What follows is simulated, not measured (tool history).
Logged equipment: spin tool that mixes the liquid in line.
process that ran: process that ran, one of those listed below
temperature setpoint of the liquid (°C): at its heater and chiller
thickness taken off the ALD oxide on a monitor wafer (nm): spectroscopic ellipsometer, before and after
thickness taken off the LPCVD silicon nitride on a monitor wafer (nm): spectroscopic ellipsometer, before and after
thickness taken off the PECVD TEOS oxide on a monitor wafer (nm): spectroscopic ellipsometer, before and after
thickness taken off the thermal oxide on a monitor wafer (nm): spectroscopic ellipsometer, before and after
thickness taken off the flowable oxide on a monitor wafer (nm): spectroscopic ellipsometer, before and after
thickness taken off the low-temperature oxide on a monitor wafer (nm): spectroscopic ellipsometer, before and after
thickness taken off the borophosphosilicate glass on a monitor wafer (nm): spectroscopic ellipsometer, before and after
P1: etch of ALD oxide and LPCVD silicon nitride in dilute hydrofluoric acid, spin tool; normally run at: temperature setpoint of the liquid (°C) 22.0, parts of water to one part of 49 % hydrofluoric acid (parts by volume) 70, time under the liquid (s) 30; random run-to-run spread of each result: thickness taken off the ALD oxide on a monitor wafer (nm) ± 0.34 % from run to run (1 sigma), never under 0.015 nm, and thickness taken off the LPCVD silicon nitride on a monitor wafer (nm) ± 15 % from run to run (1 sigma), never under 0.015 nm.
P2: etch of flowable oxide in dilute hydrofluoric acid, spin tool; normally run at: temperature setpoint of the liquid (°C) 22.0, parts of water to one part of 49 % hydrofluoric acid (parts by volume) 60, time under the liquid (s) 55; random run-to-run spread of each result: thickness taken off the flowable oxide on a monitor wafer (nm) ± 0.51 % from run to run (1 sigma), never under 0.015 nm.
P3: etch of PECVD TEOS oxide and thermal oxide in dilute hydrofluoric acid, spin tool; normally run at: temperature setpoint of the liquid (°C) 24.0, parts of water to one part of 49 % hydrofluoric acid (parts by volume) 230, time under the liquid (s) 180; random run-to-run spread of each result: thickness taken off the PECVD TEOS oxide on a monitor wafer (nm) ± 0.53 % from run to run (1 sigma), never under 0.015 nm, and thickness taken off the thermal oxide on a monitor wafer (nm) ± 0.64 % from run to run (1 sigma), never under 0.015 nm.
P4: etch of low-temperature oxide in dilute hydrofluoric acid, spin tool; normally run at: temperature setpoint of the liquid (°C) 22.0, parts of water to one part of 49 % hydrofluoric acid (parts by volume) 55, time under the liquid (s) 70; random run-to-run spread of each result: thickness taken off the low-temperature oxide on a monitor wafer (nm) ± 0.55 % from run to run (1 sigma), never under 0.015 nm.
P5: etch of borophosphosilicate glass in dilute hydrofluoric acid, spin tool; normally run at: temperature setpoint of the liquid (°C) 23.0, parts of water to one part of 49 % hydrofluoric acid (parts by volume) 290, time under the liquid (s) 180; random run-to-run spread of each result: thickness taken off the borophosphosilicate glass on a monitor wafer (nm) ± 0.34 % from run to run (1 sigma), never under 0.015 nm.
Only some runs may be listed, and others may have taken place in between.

run	day	process that ran	temperature setpoint of the liquid (°C)	parts of water to one part of 49 % hydrofluoric acid (parts by volume)	time under the liquid (s)	hours since the thermometer was replaced	hours since the hydrofluoric acid flow meter was replaced	thickness taken off the ALD oxide on a monitor wafer (nm)	thickness taken off the LPCVD silicon nitride on a monitor wafer (nm)	thickness taken off the PECVD TEOS oxide on a monitor wafer (nm)	thickness taken off the thermal oxide on a monitor wafer (nm)	thickness taken off the flowable oxide on a monitor wafer (nm)	thickness taken off the low-temperature oxide on a monitor wafer (nm)	thickness taken off the borophosphosilicate glass on a monitor wafer (nm)
1	0.246	P1	22.0	70	30	464.9	506.0	8.2597	0.159890					
2	0.408	P1	29.5	70	55	468.8	509.9	20.3770	0.509890					
3	0.679	P3	24.0	230	180	475.3	516.4			5.5894	3.17990			
4	0.900	P2	22.0	60	15	480.6	521.7					8.1533		
5	1.067	P4	29.0	55	70	484.6	525.7						25.5080	
6	1.250	P1	22.0	20	30	489.0	530.1	30.6520	0.424530					
7	1.383	P2	29.0	60	55	492.2	533.3					39.4850		
8	1.517	P1	22.0	110	30	495.4	536.5	4.9700	0.073023					
9	1.733	P2	22.0	60	55	500.6	541.7					29.9950		
10	1.879	P1	22.0	70	30	504.1	545.2	8.2523	0.169980					
11	2.179	P5	23.0	510	180	511.3	552.4							12.485
12	2.400	P4	22.0	55	70	516.6	557.7						19.2360	
13	2.588	P4	22.0	55	115	521.1	562.2						31.6230	
14	2.854	P1	22.0	70	15	527.5	568.6	4.1247	0.074124					
15	3.092	P1	22.0	70	50	533.2	574.3	13.7590	0.216540					
16	3.304	P5	23.0	290	75	538.3	579.4							11.007
17	3.612	P1	22.0	70	30	545.7	586.8	8.2530	0.168310					
18	3.796	P1	22.0	70	30	550.1	591.2	8.2741	0.197200					
19	3.942	P5	17.0	290	180	553.6	594.7							21.240
20	4.212	P3	29.0	230	180	560.1	601.2			6.7091	3.74510			
21	4.508	P1	22.0	70	30	567.2	608.3	8.2595	0.148770					
22	4.767	P1	26.0	70	30	573.4	614.5	9.6629	0.242180					
23	5.021	P1	22.0	70	30	579.5	620.6	8.2684	0.194360					
24	5.308	P5	23.0	290	180	586.4	627.5							26.720
25	5.529	P1	17.0	70	30	591.7	632.8	6.6446	0.129700					
26	5.696	P4	22.0	55	70	595.7	636.8						19.2620	
27	5.862	P1	22.0	70	30	599.7	640.8	8.2737	0.105190					
28	6.133	P4	22.0	105	70	606.2	647.3						9.4327	
29	6.438	P3	24.0	230	50	613.5	654.6			1.5591	0.90899			
30	6.604	P3	24.0	40	180	617.5	658.6			41.0300	22.74900			
31	6.917	P2	22.0	105	55	625.0	666.1					16.1470		
32	7.117	P1	22.0	70	30	629.8	670.9	8.2367	0.145150					
33	7.383	P1	22.0	70	30	636.2	677.3	8.5941	0.175490					
34	7.679	P1	22.0	70	30	643.3	684.4	8.7977	0.223310					
35	7.862	P1	22.0	70	30	647.7	688.8	8.8613	0.199580					
36	8.071	P1	22.0	70	30	652.7	693.8	8.9389	0.221640					
37	8.279	P1	22.0	70	30	657.7	698.8	8.9527	0.191980					
38	8.583	P1	22.0	70	30	665.0	706.1	8.9956	0.205570					
39	8.758	P1	22.0	70	30	669.2	710.3	9.0397	0.147040					
40	8.929	P1	22.0	70	30	673.3	714.4	9.0025	0.286040					

The output of P1 has drifted from where it used to be. Each of the 2 causes below, taken at the size shown beside it, accounts for the log equally well:
A: hydrofluoric acid flow above the setpoint (%) = 8.81
B: liquid hotter than its thermometer reads (K) = 2.24
The creep began at about day 7.117.

4 check runs are offered, one wafer each, their results left as question marks. Which one tells the causes apart?
check 1	9.100	P5	23.0	470	180									?
check 2	9.100	P4	22.0	75	110								?	
check 3	9.100	P3	24.0	135	80					?	?			
check 4	9.100	P2	25.5	75	55							?		

What each check would give under each cause:
check	result	if A	if B
check 1	thickness taken off the borophosphosilicate glass on a monitor wafer (nm)	15.652	14.953
check 2	thickness taken off the low-temperature oxide on a monitor wafer (nm)	23.6590	23.6420
check 3	thickness taken off the PECVD TEOS oxide on a monitor wafer (nm)	5.2375	5.1766
check 3	thickness taken off the thermal oxide on a monitor wafer (nm)	2.91240	2.87860
check 4	thickness taken off the flowable oxide on a monitor wafer (nm)	29.6910	29.5710
Gap, in per cent, between the two causes that each check separates least, read from the result that separates them most: check 1 4.57 %; check 2 0.07 %; check 3 1.17 %; check 4 0.41 %
The other checks would show nearly matching results whichever cause is true, so check 1 is the only one that separates the causes.

With check 1 done, the readings were: thickness taken off the borophosphosilicate glass on a monitor wafer (nm) 14.867. Identify which of the listed causes applies.

It is B: liquid hotter than its thermometer reads (K).

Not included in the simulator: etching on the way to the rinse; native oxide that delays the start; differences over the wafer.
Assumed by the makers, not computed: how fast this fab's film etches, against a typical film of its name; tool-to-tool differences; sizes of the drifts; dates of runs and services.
